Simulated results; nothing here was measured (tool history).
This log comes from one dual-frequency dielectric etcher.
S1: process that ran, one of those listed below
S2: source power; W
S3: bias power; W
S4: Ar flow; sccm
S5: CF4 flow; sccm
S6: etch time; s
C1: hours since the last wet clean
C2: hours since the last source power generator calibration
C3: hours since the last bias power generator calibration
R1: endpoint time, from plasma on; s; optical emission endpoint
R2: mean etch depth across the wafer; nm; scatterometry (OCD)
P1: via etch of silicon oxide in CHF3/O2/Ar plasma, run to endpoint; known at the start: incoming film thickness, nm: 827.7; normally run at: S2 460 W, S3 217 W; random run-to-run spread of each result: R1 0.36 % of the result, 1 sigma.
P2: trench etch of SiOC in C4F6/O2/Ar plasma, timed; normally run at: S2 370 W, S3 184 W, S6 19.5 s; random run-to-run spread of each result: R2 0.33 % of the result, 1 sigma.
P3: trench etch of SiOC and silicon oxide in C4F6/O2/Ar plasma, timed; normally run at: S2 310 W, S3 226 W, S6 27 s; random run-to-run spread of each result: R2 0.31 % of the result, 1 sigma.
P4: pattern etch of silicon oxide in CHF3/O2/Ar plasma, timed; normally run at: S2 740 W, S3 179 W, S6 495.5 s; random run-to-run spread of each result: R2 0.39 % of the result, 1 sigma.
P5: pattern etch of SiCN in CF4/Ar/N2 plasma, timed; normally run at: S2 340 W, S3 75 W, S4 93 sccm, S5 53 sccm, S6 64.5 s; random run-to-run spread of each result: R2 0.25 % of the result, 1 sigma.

| run | day | S1 | S2 | S3 | S4 | S5 | S6 | C1 | C2 | C3 | R1 | R2 |
|---|---|---|---|---|---|---|---|---|---|---|---|---|
| 1 | 0.204 | P1 | 460 | 217 |  |  |  | 56.5 | 392.7 | 1981.7 | 435.13 |  |
| 2 | 0.442 | P1 | 460 | 217 |  |  |  | 62.2 | 398.4 | 1987.4 | 437.22 |  |
| 3 | 0.679 | P5 | 340 | 75 | 93 | 40 | 64.5 | 67.9 | 404.1 | 1993.1 |  | 41.201 |
| 4 | 0.904 | P1 | 460 | 151 |  |  |  | 73.3 | 409.5 | 1998.5 | 494.63 |  |
| 5 | 1.092 | P2 | 370 | 184 |  |  | 19.5 | 77.8 | 414 | 2003 |  | 40.436 |
| 6 | 1.229 | P3 | 310 | 226 |  |  | 19.5 | 81.1 | 417.3 | 2006.3 |  | 37.839 |
| 7 | 1.417 | P5 | 340 | 75 | 93 | 53 | 78.5 | 85.6 | 421.8 | 2010.8 |  | 52.238 |
| 8 | 1.667 | P4 | 740 | 179 |  |  | 288.5 | 91.6 | 427.8 | 2016.8 |  | 634.41 |
| 9 | 1.908 | P3 | 440 | 226 |  |  | 27 | 97.4 | 433.6 | 2022.6 |  | 59.825 |
| 10 | 2.112 | P1 | 460 | 217 |  |  |  | 102.3 | 438.5 | 2027.5 | 437.44 |  |
| 11 | 2.262 | P5 | 400 | 75 | 93 | 53 | 64.5 | 105.9 | 442.1 | 2031.1 |  | 49.469 |
| 12 | 2.475 | P1 | 310 | 288 |  |  |  | 111 | 447.2 | 2036.2 | 456.01 |  |
| 13 | 2.708 | P3 | 310 | 226 |  |  | 27 | 116.6 | 452.8 | 2041.8 |  | 52.732 |
| 14 | 2.838 | P1 | 580 | 217 |  |  |  | 119.7 | 455.9 | 2044.9 | 400.7 |  |
| 15 | 3.004 | P2 | 370 | 184 |  |  | 19.5 | 123.7 | 459.9 | 2048.9 |  | 40.568 |
| 16 | 3.162 | P5 | 340 | 75 | 121 | 53 | 64.5 | 127.5 | 463.7 | 2052.7 |  | 41.189 |
| 17 | 3.383 | P1 | 460 | 217 |  |  |  | 132.8 | 469 | 2058 | 437.19 |  |
| 18 | 3.558 | P4 | 740 | 136 |  |  | 495.5 | 137 | 473.2 | 2062.2 |  | 996.45 |
| 19 | 3.783 | P2 | 370 | 141 |  |  | 19.5 | 142.4 | 478.6 | 2067.6 |  | 37.246 |
| 20 | 3.912 | P5 | 340 | 75 | 93 | 53 | 64.5 | 145.5 | 481.7 | 2070.7 |  | 42.829 |
| 21 | 4.112 | P1 | 460 | 217 |  |  |  | 150.3 | 486.5 | 2075.5 | 437.09 |  |
| 22 | 4.267 | P2 | 240 | 184 |  |  | 19.5 | 154 | 490.2 | 2079.2 |  | 34.135 |
| 23 | 4.467 | P1 | 460 | 290 |  |  |  | 158.8 | 495 | 2084 | 394.06 |  |
| 24 | 4.588 | P4 | 740 | 179 |  |  | 495.5 | 161.7 | 497.9 | 2086.9 |  | 1084.3 |
| 25 | 4.758 | P1 | 360 | 217 |  |  |  | 165.8 | 502 | 2091 | 478.51 |  |
| 26 | 4.867 | P4 | 1000 | 179 |  |  | 495.5 | 168.4 | 504.6 | 2093.6 |  | 1229.8 |
| 27 | 5.079 | P1 | 460 | 217 |  |  |  | 173.5 | 509.7 | 2098.7 | 436.21 |  |
| 28 | 5.275 | P5 | 340 | 50 | 93 | 53 | 64.5 | 178.2 | 514.4 | 2103.4 |  | 37.295 |
| 29 | 5.462 | P2 | 370 | 184 |  |  | 28.5 | 182.7 | 518.9 | 2107.9 |  | 59.099 |
| 30 | 5.679 | P3 | 310 | 293 |  |  | 27 | 187.9 | 524.1 | 2113.1 |  | 57.726 |
| 31 | 5.9 | P1 | 460 | 217 |  |  |  | 193.2 | 529.4 | 2118.4 | 435.73 |  |
| 32 | 6.1 | P1 | 460 | 217 |  |  |  | 198 | 534.2 | 2123.2 | 440.46 |  |
| 33 | 6.342 | P1 | 460 | 217 |  |  |  | 203.8 | 540 | 2129 | 441.82 |  |
| 34 | 6.479 | P1 | 460 | 217 |  |  |  | 207.1 | 543.3 | 2132.3 | 443.78 |  |
| 35 | 6.604 | P1 | 460 | 217 |  |  |  | 210.1 | 546.3 | 2135.3 | 442.7 |  |
| 36 | 6.771 | P1 | 460 | 217 |  |  |  | 214.1 | 550.3 | 2139.3 | 446.01 |  |
| 37 | 6.896 | P1 | 460 | 217 |  |  |  | 217.1 | 553.3 | 2142.3 | 443.07 |  |
|  | 6.988 | wet clean of the chamber |
| 38 | 7.088 | P1 | 460 | 217 |  |  |  | 2.4 | 557.9 | 2146.9 | 444.82 |  |
| 39 | 7.3 | P1 | 460 | 217 |  |  |  | 7.5 | 563 | 2152 | 444.64 |  |
| 40 | 7.45 | P1 | 460 | 217 |  |  |  | 11.1 | 566.6 | 2155.6 | 446.06 |  |
| 41 | 7.604 | P1 | 460 | 217 |  |  |  | 14.8 | 570.3 | 2159.3 | 444.06 |  |
| 42 | 7.738 | P1 | 460 | 217 |  |  |  | 18 | 573.5 | 2162.5 | 443.23 |  |

Compared with where it was, what P1 gives has crept away. Each cause listed below fits the log as well as the rest, at the size given for it:
A: source power that arrives under what is set, % = 4.68
B: bias power that arrives under what is set, % = 4.98
The gradual shift began around day 5.9.
The rest of the possible causes, and what rules out each one:
chamber walls in a state that lowers the etch rate, %: serviced after onset, at day 6.988, with no recovery of the prior output

Which of the 4 check runs listed below separates the causes, so that each cause would produce a clearly different result? Each run uses one wafer, and its results are marked with question marks.
| check 1 | 7.871 | P2 | 370 | 184 |  |  | 19.5 |  |  |  |  | ? |
| check 2 | 7.871 | P3 | 310 | 226 |  |  | 27 |  |  |  |  | ? |
| check 3 | 7.871 | P4 | 740 | 179 |  |  | 495.5 |  |  |  |  | ? |
| check 4 | 7.871 | P5 | 340 | 75 | 93 | 53 | 64.5 |  |  |  |  | ? |

Outcome of each check run for each possible cause:
| check | result | if A | if B |
|---|---|---|---|
| check 1 | R2 | 39.641 | 39.734 |
| check 2 | R2 | 51.51 | 51.57 |
| check 3 | R2 | 1069 | 1070.8 |
| check 4 | R2 | 41.234 | 42.196 |
Per check, the gap between the least separated pair of causes, taken in the result that splits them most: check 1 0.23 %; check 2 0.12 %; check 3 0.16 %; check 4 2.31 %
Only in check 4 would the causes give clearly different results; in the remaining checks their results would be nearly the same.

Check 4 has now been run. It gave: R2 41.242 nm. Which of the candidate causes is it?

Of the candidate causes, it is A: source power that arrives under what is set, %.
